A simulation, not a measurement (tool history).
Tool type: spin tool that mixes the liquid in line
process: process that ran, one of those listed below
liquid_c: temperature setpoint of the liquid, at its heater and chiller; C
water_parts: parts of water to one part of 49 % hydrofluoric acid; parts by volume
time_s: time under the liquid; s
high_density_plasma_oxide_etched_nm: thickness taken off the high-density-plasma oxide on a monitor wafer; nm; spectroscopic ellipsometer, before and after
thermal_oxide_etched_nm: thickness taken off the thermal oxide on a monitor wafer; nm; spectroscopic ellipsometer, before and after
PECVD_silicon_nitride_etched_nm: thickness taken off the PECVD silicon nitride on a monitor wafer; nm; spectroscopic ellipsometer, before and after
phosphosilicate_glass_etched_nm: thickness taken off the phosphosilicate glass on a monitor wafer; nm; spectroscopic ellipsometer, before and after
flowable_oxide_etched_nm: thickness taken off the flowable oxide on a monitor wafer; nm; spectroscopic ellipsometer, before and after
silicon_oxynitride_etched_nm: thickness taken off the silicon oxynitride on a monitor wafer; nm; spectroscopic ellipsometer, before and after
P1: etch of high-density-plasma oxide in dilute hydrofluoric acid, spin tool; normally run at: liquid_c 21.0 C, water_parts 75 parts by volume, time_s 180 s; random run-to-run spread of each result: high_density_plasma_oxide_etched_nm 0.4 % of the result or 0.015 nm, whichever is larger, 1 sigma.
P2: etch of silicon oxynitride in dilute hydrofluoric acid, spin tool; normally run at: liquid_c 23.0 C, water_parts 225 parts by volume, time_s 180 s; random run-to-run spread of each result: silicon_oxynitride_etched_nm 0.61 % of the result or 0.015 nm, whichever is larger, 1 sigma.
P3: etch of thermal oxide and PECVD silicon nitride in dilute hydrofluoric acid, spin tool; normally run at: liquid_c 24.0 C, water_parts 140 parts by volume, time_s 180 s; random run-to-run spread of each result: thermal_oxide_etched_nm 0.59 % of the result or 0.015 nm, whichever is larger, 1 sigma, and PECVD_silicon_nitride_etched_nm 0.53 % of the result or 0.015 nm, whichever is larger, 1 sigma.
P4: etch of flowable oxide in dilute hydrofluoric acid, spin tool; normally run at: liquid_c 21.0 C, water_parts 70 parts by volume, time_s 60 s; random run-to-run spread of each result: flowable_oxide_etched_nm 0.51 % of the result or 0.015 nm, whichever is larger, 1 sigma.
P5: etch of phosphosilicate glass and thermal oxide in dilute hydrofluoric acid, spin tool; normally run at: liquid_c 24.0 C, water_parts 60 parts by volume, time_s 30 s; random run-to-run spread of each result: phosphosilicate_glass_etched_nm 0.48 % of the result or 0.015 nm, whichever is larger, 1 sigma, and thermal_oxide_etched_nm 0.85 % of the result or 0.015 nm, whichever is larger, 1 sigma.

| run | hour | process | liquid_c | water_parts | time_s | hours since the thermometer was replaced | hours since the hydrofluoric acid flow meter was replaced | high_density_plasma_oxide_etched_nm | thermal_oxide_etched_nm | PECVD_silicon_nitride_etched_nm | phosphosilicate_glass_etched_nm | flowable_oxide_etched_nm | silicon_oxynitride_etched_nm |
|---|---|---|---|---|---|---|---|---|---|---|---|---|---|
| 1 | 9.9 | P1 | 21.0 | 75 | 180 | 574.8 | 703.8 | 11.9160 |  |  |  |  |  |
| 2 | 17.5 | P1 | 21.0 | 40 | 180 | 582.4 | 711.4 | 23.3910 |  |  |  |  |  |
| 3 | 31.7 | P3 | 24.0 | 140 | 300 | 596.6 | 725.6 |  | 9.2348 | 12.277 |  |  |  |
| 4 | 42.6 | P5 | 17.0 | 60 | 30 | 607.5 | 736.5 |  | 1.7989 |  | 64.019 |  |  |
| 5 | 57.3 | P1 | 21.0 | 135 | 180 | 622.2 | 751.2 | 6.2597 |  |  |  |  |  |
| 6 | 70.9 | P4 | 21.0 | 30 | 60 | 635.8 | 764.8 |  |  |  |  | 117.910 |  |
| 7 | 79.4 | P4 | 21.0 | 70 | 60 | 644.3 | 773.3 |  |  |  |  | 48.110 |  |
| 8 | 88.2 | P1 | 21.0 | 75 | 20 | 653.1 | 782.1 | 1.3009 |  |  |  |  |  |
| 9 | 95.2 | P1 | 17.0 | 75 | 55 | 660.1 | 789.1 | 3.0904 |  |  |  |  |  |
| 10 | 106.3 | P1 | 21.0 | 75 | 180 | 671.2 | 800.2 | 11.9710 |  |  |  |  |  |
| 11 | 120.9 | P5 | 24.0 | 20 | 30 | 685.8 | 814.8 |  | 7.6068 |  | 273.130 |  |  |
| 12 | 130.5 | P2 | 23.0 | 225 | 180 | 695.4 | 824.4 |  |  |  |  |  | 3.22390 |
| 13 | 142.4 | P1 | 17.0 | 75 | 180 | 707.3 | 836.3 | 10.0580 |  |  |  |  |  |
| 14 | 154.9 | P2 | 23.0 | 225 | 15 | 719.8 | 848.8 |  |  |  |  |  | 0.26144 |
| 15 | 166.3 | P1 | 21.0 | 75 | 180 | 731.2 | 860.2 | 11.9470 |  |  |  |  |  |
| 16 | 173.5 | P1 | 21.0 | 75 | 180 | 738.4 | 867.4 | 12.0140 |  |  |  |  |  |
| 17 | 183.1 | P3 | 24.0 | 140 | 180 | 748.0 | 877.0 |  | 5.5745 | 7.389 |  |  |  |
| 18 | 191.2 | P4 | 26.0 | 70 | 60 | 756.1 | 885.1 |  |  |  |  | 59.129 |  |
| 19 | 201.9 | P5 | 24.0 | 60 | 15 | 766.8 | 895.8 |  | 1.1873 |  | 43.247 |  |  |
| 20 | 216.7 | P1 | 25.5 | 75 | 180 | 781.6 | 910.6 | 14.3450 |  |  |  |  |  |
| 21 | 225.1 | P4 | 21.0 | 70 | 100 | 790.0 | 919.0 |  |  |  |  | 80.832 |  |
| 22 | 238.3 | P3 | 30.5 | 140 | 180 | 803.2 | 932.2 |  | 7.0523 | 11.176 |  |  |  |
| 23 | 247.6 | P2 | 23.0 | 115 | 180 | 812.5 | 941.5 |  |  |  |  |  | 6.93030 |
| 24 | 254.9 | P4 | 21.0 | 70 | 60 | 819.8 | 948.8 |  |  |  |  | 48.481 |  |
| 25 | 262.3 | P2 | 23.0 | 225 | 180 | 827.2 | 956.2 |  |  |  |  |  | 3.24370 |
| 26 | 273.0 | P1 | 21.0 | 75 | 275 | 837.9 | 966.9 | 18.2420 |  |  |  |  |  |
| 27 | 281.1 | P1 | 21.0 | 75 | 180 | 846.0 | 975.0 | 11.9900 |  |  |  |  |  |
| 28 | 288.0 | P2 | 18.5 | 225 | 180 | 852.9 | 981.9 |  |  |  |  |  | 2.67440 |
| 29 | 300.6 | P5 | 24.0 | 60 | 30 | 865.5 | 994.5 |  | 2.3882 |  | 86.582 |  |  |
| 30 | 314.5 | P3 | 24.0 | 75 | 180 | 879.4 | 1008.4 |  | 11.1320 | 13.689 |  |  |  |
| 31 | 323.5 | P1 | 21.0 | 75 | 180 | 888.4 | 1017.4 | 12.0080 |  |  |  |  |  |
| 32 | 334.2 | P1 | 21.0 | 75 | 180 | 899.1 | 1028.1 | 11.6240 |  |  |  |  |  |
| 33 | 345.0 | P1 | 21.0 | 75 | 180 | 909.9 | 1038.9 | 11.3650 |  |  |  |  |  |
| 34 | 351.9 | P1 | 21.0 | 75 | 180 | 916.8 | 1045.8 | 11.3510 |  |  |  |  |  |
| 35 | 363.6 | P1 | 21.0 | 75 | 180 | 928.5 | 1057.5 | 11.1520 |  |  |  |  |  |
| 36 | 374.2 | P1 | 21.0 | 75 | 180 | 939.1 | 1068.1 | 11.1220 |  |  |  |  |  |
| 37 | 387.8 | P1 | 21.0 | 75 | 180 | 952.7 | 1081.7 | 11.0390 |  |  |  |  |  |
| 38 | 398.4 | P1 | 21.0 | 75 | 180 | 963.3 | 1092.3 | 10.9560 |  |  |  |  |  |
| 39 | 407.3 | P1 | 21.0 | 75 | 180 | 972.2 | 1101.2 | 11.0010 |  |  |  |  |  |
| 40 | 417.6 | P1 | 21.0 | 75 | 180 | 982.5 | 1111.5 | 11.0020 |  |  |  |  |  |

The log shows P1 creeping away from where it was. Any of the 2 causes listed here, at the size stated for it, fits the log just as well as the others:
A: hydrofluoric acid flow below the setpoint (%) = 6.91
B: liquid colder than its thermometer reads (K) = 1.88
The process output started creeping at around hour 323.5.

Question marks stand in for the results of the 4 check runs listed below, each run on one wafer. Under which run would the listed causes show clearly different results?
| check 1 | 427.9 | P5 | 24.0 | 60 | 30 |  |  |  | ? |  | ? |  |  |
| check 2 | 427.9 | P4 | 21.0 | 70 | 60 |  |  |  |  |  |  | ? |  |
| check 3 | 427.9 | P2 | 23.0 | 225 | 180 |  |  |  |  |  |  |  | ? |
| check 4 | 427.9 | P3 | 24.0 | 140 | 180 |  |  |  | ? | ? |  |  |  |

If the cause were each of the candidates in turn, the checks would give the following:
| check | result | if A | if B |
|---|---|---|---|
| check 1 | thermal_oxide_etched_nm | 2.2223 | 2.2223 |
| check 1 | phosphosilicate_glass_etched_nm | 80.011 | 80.010 |
| check 2 | flowable_oxide_etched_nm | 44.764 | 44.726 |
| check 3 | silicon_oxynitride_etched_nm | 3.00610 | 3.00270 |
| check 4 | thermal_oxide_etched_nm | 5.0904 | 5.1441 |
| check 4 | PECVD_silicon_nitride_etched_nm | 6.9058 | 6.5561 |
Minimum pairwise separation of causes per check, each pair taken at its best-separating result: check 1 0 %; check 2 0.09 %; check 3 0.11 %; check 4 5.2 %
Only in check 4 would the causes give clearly different results; in the remaining checks their results would be nearly the same.

The results of check 4 are: thermal_oxide_etched_nm 5.1246 nm; PECVD_silicon_nitride_etched_nm 6.9067 nm. Based on these, which of the listed causes is it?

The cause is A: hydrofluoric acid flow below the setpoint (%).
